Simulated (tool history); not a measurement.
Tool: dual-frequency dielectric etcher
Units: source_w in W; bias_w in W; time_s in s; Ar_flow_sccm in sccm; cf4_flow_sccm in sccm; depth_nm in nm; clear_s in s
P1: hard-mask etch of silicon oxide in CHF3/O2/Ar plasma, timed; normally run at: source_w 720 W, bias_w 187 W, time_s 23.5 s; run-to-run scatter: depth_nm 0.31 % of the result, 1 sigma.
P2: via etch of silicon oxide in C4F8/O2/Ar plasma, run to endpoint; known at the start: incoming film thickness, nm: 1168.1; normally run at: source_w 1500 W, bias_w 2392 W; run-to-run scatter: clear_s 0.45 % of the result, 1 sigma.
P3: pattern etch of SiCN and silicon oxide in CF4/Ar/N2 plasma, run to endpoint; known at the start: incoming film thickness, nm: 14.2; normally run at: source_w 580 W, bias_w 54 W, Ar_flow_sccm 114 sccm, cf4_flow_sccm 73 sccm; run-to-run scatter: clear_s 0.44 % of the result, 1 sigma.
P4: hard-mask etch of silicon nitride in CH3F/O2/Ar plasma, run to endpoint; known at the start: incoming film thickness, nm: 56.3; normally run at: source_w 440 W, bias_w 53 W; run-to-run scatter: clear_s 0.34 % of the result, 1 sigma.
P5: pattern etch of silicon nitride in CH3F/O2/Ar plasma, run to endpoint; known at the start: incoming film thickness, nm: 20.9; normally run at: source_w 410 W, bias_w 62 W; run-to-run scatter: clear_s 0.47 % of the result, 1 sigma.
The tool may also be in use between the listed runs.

run,day,process,source_w,bias_w,time_s,Ar_flow_sccm,cf4_flow_sccm,hours since the last wet clean,hours since the last source power generator calibration,hours since the last bias power generator calibration,depth_nm,clear_s
1,0.367,P1,720,187,23.5,,,171.5,922.3,1135.1,50.240,
2,0.788,P1,720,254,23.5,,,181.6,932.4,1145.2,56.043,
3,1.025,P3,580,31,,114,73,187.3,938.1,1150.9,,17.438
4,1.246,P1,980,187,23.5,,,192.6,943.4,1156.2,56.822,
5,1.671,P1,720,187,23.5,,,202.8,953.6,1166.4,50.692,
6,1.904,P4,440,53,,,,208.4,959.2,1172.0,,88.788
# day 1.933: bias power generator calibrated
7,2.125,P1,550,248,23.5,,,213.7,964.5,4.6,49.793,
8,2.433,P3,580,54,,71,73,221.1,971.9,12.0,,13.748
9,2.683,P3,580,54,,114,73,227.1,977.9,18.0,,14.883
10,3.058,P3,580,54,,114,46,236.1,986.9,27.0,,15.967
11,3.292,P2,1500,1423,,,,241.7,992.5,32.6,,295.110
12,3.725,P1,720,187,23.5,,,252.1,1002.9,43.0,50.658,
# day 3.933: source power generator calibrated
13,4.154,P4,280,53,,,,262.4,5.4,53.3,,105.410
14,4.408,P5,410,76,,,,268.5,11.5,59.4,,29.553
15,4.633,P5,410,62,,,,273.9,16.9,64.8,,31.693
16,4.996,P2,1910,2392,,,,282.6,25.6,73.5,,229.000
17,5.388,P1,720,121,23.5,,,292.0,35.0,82.9,44.014,
18,5.712,P1,720,187,29.5,,,299.8,42.8,90.7,63.292,
19,6.171,P1,720,187,23.5,,,310.8,53.8,101.7,50.250,
20,6.550,P3,580,54,,114,73,319.9,62.9,110.8,,14.770
21,6.838,P1,720,187,23.5,,,326.8,69.8,117.7,50.477,
22,7.262,P4,440,53,,,,337.0,80.0,127.9,,88.416
23,7.508,P1,560,187,23.5,,,342.9,85.9,133.8,45.770,
24,7.858,P3,770,54,,114,73,351.3,94.3,142.2,,11.438
25,8.225,P2,1500,2392,,,,360.1,103.1,151.0,,251.640
26,8.462,P5,550,62,,,,365.8,108.8,156.7,,28.022
27,8.829,P4,440,68,,,,374.6,117.6,165.5,,82.073
28,9.100,P1,720,187,23.5,,,381.1,124.1,172.0,50.375,
29,9.496,P1,720,187,17.5,,,390.6,133.6,181.5,37.393,

Run 30 comes next. What will it give?
30,9.879,P1,720,187,23.5,,,399.8,142.8,190.7,?,

{"run 30": {"depth_nm": 50.604}}
